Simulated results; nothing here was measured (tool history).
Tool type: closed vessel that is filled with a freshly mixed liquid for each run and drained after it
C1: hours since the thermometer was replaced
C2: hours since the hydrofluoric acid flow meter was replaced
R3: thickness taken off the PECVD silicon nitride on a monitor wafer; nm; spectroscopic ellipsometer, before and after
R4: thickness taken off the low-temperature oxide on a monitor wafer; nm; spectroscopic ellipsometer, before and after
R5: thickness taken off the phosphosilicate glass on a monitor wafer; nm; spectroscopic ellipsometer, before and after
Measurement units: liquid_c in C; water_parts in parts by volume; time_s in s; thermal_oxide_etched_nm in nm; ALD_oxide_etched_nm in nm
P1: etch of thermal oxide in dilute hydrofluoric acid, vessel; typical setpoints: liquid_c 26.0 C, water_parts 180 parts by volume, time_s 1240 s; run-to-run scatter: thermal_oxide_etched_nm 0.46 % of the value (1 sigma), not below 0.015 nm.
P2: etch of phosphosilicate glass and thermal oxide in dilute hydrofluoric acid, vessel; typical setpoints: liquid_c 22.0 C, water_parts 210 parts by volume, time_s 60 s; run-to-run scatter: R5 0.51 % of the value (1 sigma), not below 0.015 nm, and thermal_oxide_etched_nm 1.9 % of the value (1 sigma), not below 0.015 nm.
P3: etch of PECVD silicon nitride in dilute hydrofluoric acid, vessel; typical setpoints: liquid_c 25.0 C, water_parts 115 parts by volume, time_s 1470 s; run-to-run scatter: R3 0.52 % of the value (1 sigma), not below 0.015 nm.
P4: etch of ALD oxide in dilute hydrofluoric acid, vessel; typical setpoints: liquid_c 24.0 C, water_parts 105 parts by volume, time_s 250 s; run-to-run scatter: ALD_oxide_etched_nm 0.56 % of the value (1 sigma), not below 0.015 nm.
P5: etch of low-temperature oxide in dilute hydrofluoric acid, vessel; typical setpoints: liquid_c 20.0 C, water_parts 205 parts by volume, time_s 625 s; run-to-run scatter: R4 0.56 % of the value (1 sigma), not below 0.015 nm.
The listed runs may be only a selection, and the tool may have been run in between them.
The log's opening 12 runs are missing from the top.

Run 13, hour 169.3: process P1, liquid_c 33.5 C, water_parts 180 parts by volume, time_s 1240 s; C1 378.8; C2 1022.0. Result: thermal_oxide_etched_nm 41.72300 nm.
Run 14, hour 179.9: process P5, liquid_c 20.0 C, water_parts 205 parts by volume, time_s 1055 s; C1 389.4; C2 1032.6. Result: R4 51.449 nm.
Run 15, hour 192.4: process P1, liquid_c 26.0 C, water_parts 180 parts by volume, time_s 1240 s; C1 401.9; C2 1045.1. Result: thermal_oxide_etched_nm 31.65400 nm.
Run 16, hour 209.0: process P2, liquid_c 22.0 C, water_parts 210 parts by volume, time_s 60 s; C1 418.5; C2 1061.7. Result: thermal_oxide_etched_nm 1.04870 nm, R5 31.344 nm.
Run 17, hour 220.6: process P3, liquid_c 25.0 C, water_parts 115 parts by volume, time_s 2350 s; C1 430.1; C2 1073.3. Result: R3 52.363 nm.
Run 18, hour 238.1: process P1, liquid_c 19.5 C, water_parts 180 parts by volume, time_s 225 s; C1 447.6; C2 1090.8. Result: thermal_oxide_etched_nm 4.48310 nm.
Run 19, hour 251.1: process P2, liquid_c 22.0 C, water_parts 210 parts by volume, time_s 60 s; C1 460.6; C2 1103.8. Result: thermal_oxide_etched_nm 1.10390 nm, R5 31.432 nm.
Run 20, hour 264.2: process P5, liquid_c 20.0 C, water_parts 205 parts by volume, time_s 625 s; C1 473.7; C2 1116.9. Result: R4 30.425 nm.
Run 21, hour 274.7: process P1, liquid_c 26.0 C, water_parts 30 parts by volume, time_s 1240 s; C1 484.2; C2 1127.4. Result: thermal_oxide_etched_nm 232.34000 nm.
Run 22, hour 287.4: process P4, liquid_c 32.0 C, water_parts 105 parts by volume, time_s 250 s; C1 496.9; C2 1140.1. Result: ALD_oxide_etched_nm 63.314 nm.
Run 23, hour 297.9: process P1, liquid_c 26.0 C, water_parts 180 parts by volume, time_s 1240 s; C1 507.4; C2 1150.6. Result: thermal_oxide_etched_nm 31.98000 nm.
Run 24, hour 309.3: process P5, liquid_c 28.0 C, water_parts 205 parts by volume, time_s 625 s; C1 518.8; C2 1162.0. Result: R4 40.569 nm.
Run 25, hour 318.6: process P2, liquid_c 18.0 C, water_parts 210 parts by volume, time_s 60 s; C1 528.1; C2 1171.3. Result: thermal_oxide_etched_nm 0.91535 nm, R5 27.300 nm.
Run 26, hour 328.7: process P3, liquid_c 25.0 C, water_parts 115 parts by volume, time_s 1470 s; C1 538.2; C2 1181.4. Result: R3 33.086 nm.
Run 27, hour 340.7: process P1, liquid_c 26.0 C, water_parts 180 parts by volume, time_s 140 s; C1 550.2; C2 1193.4. Result: thermal_oxide_etched_nm 3.60960 nm.
Run 28, hour 352.5: process P1, liquid_c 22.0 C, water_parts 180 parts by volume, time_s 1240 s; C1 562.0; C2 1205.2. Result: thermal_oxide_etched_nm 27.57200 nm.
Run 29, hour 363.2: process P3, liquid_c 20.5 C, water_parts 115 parts by volume, time_s 1470 s; C1 572.7; C2 1215.9. Result: R3 24.714 nm.
Run 30, hour 373.6: process P2, liquid_c 22.0 C, water_parts 355 parts by volume, time_s 60 s; C1 583.1; C2 1226.3. Result: thermal_oxide_etched_nm 0.56238 nm, R5 16.030 nm.
Run 31, hour 391.6: process P5, liquid_c 20.0 C, water_parts 205 parts by volume, time_s 625 s; C1 601.1; C2 1244.3. Result: R4 30.685 nm.
Run 32, hour 407.6: process P1, liquid_c 26.0 C, water_parts 280 parts by volume, time_s 1240 s; C1 617.1; C2 1260.3. Result: thermal_oxide_etched_nm 18.49100 nm.
Run 33, hour 417.5: process P1, liquid_c 26.0 C, water_parts 180 parts by volume, time_s 1240 s; C1 627.0; C2 1270.2. Result: thermal_oxide_etched_nm 32.13700 nm.
Run 34, hour 429.4: process P1, liquid_c 26.0 C, water_parts 180 parts by volume, time_s 1240 s; C1 638.9; C2 1282.1. Result: thermal_oxide_etched_nm 32.31200 nm.
Run 35, hour 444.4: process P1, liquid_c 26.0 C, water_parts 180 parts by volume, time_s 1240 s; C1 653.9; C2 1297.1. Result: thermal_oxide_etched_nm 33.10300 nm.
Run 36, hour 454.2: process P1, liquid_c 26.0 C, water_parts 180 parts by volume, time_s 1240 s; C1 663.7; C2 1306.9. Result: thermal_oxide_etched_nm 33.16300 nm.

Run 37 is up next; what results do you expect?
Run 37, hour 470.3: process P1, liquid_c 26.0 C, water_parts 180 parts by volume, time_s 1240 s; C1 679.8; C2 1323.0. Result: thermal_oxide_etched_nm ?.

thermal_oxide_etched_nm: 33.35500 nm
